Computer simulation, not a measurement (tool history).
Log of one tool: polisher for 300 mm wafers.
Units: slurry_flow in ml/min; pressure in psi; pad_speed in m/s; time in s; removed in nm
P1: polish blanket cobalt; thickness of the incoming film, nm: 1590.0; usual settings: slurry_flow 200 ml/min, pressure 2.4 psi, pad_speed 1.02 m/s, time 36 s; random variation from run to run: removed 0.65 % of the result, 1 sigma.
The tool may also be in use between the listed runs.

run	hour	slurry_flow	pressure	pad_speed	time	removed
1	8.4	200	2.4	1.02	36	204.89
2	16.9	200	2.4	1.62	36	325.7
3	22.5	120	2.4	1.02	49	257.27
4	28.1	200	2.4	1.02	36	204.08
5	34.6	200	2.4	1.02	36	203.91
6	43.6	200	2.4	1.02	36	205.03
7	48.8	200	2.4	1.02	36	206.27
8	57	200	3.5	1.02	36	303.45
9	63	280	2.4	1.02	36	213.02
10	69.2	200	2.4	1.02	52	299.84
11	74.2	200	1.2	1.02	36	103.56
12	84.4	200	2.4	1.02	16	91.644
13	94	200	2.4	1.02	36	204.74
14	98.9	120	2.4	1.02	36	189.11
15	104.7	200	2.4	0.46	36	92.83
16	114.6	130	2.4	1.02	48	254.77
17	120.9	200	2.4	1.02	36	205.98
18	130.6	200	2.4	1.02	36	204.96
19	138.4	200	2.4	1.02	36	201.61
20	144.4	200	2.4	1.02	36	198.58

The next listed run, before its measurement:
21	154.3	200	2.4	1.02	36	?

removed: 197.07 nm
